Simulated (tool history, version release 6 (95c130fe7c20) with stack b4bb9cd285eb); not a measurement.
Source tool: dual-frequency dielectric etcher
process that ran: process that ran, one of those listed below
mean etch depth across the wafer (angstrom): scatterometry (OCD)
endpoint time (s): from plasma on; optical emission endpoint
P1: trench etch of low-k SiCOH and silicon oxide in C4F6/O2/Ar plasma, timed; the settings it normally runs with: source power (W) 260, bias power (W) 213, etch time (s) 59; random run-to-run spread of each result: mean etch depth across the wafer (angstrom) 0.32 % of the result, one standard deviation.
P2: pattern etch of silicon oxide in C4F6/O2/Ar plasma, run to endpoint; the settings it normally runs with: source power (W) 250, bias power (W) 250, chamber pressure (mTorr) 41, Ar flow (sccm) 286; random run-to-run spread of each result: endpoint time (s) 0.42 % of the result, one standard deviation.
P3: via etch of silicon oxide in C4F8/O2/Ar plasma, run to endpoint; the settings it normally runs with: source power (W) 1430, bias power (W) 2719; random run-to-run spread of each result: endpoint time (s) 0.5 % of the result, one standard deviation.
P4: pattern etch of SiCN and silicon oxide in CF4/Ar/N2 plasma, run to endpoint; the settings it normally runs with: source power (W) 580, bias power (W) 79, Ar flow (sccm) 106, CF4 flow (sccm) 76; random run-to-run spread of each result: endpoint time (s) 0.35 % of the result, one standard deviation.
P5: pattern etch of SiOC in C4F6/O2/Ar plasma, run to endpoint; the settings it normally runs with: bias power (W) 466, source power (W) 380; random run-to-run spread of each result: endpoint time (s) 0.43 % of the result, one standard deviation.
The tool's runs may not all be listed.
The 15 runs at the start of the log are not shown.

run   hour  process that ran  source power (W)  bias power (W)  etch time (s)  Ar flow (sccm)  CF4 flow (sccm)  chamber pressure (mTorr)  hours since the last wet clean  hours since the last source power generator calibration  hours since the last bias power generator calibration  mean etch depth across the wafer (angstrom)  endpoint time (s)
      95.6  -- source power generator calibrated
 16   97.9                P5               380             289                                                                                                     228.2                                                      2.3                                                  549.3                                                          14.465
 17  105.3                P4               350              79                            106               76                                                     235.6                                                      9.7                                                  556.7                                                          16.129
 18    110                P1               260             167             59                                                                                      240.3                                                     14.4                                                  561.4                                       1543.4
 19  114.9                P4               580              79                            106               76                                                     245.2                                                     19.3                                                  566.3                                                          10.325
 20  122.8                P4               580              48                            106               76                                                     253.1                                                     27.2                                                  574.2                                                          12.131
 21  130.8                P3               990            2719                                                                                                     261.1                                                     35.2                                                  582.2                                                          309.78
 22  138.3                P3              1430            2719                                                                                                     268.6                                                     42.7                                                  589.7                                                          267.56
 23    146                P5               540             466                                                                                                     276.3                                                     50.4                                                  597.4                                                          10.829
 24  149.8                P2               250             250                            286                                         49                           280.1                                                     54.2                                                  601.2                                                          10.663
 25  158.3                P1               260             284           41.5                                                                                      288.6                                                     62.7                                                  609.7                                       1313.7
 26  166.7                P2               250             159                            286                                         41                             297                                                     71.1                                                  618.1                                                           12.14
 27  171.9                P1               260             213             35                                                                                      302.2                                                     76.3                                                  623.3                                        994.5
 28  180.2                P2               290             250                            286                                         41                           310.5                                                     84.6                                                  631.6                                                          9.9404
 29  185.2                P1               170             175             59                                                                                      315.5                                                     89.6                                                  636.6                                       1340.3
 30  190.1                P1               200             213             59                                                                                      320.4                                                     94.5                                                  641.5                                       1517.1
 31  198.8                P2               250             250                            286                                         41                           329.1                                                    103.2                                                  650.2                                                          10.465
 32  203.8                P1               260             213             59                                                                                      334.1                                                    108.2                                                  655.2                                       1681.4
 33  209.5                P1               260             213             59                                                                                      339.8                                                    113.9                                                  660.9                                       1671.9
 34  218.2                P1               260             213             59                                                                                      348.5                                                    122.6                                                  669.6                                       1661.1
 35  224.8                P1               260             213             59                                                                                      355.1                                                    129.2                                                  676.2                                       1657.7

Run 36, settings as shown, results not yet in. Your forecast:
 36  231.3                P1               260             213             59                                                                                      361.6                                                    135.7                                                  682.7                                            ?

mean etch depth across the wafer (angstrom): 1655.7
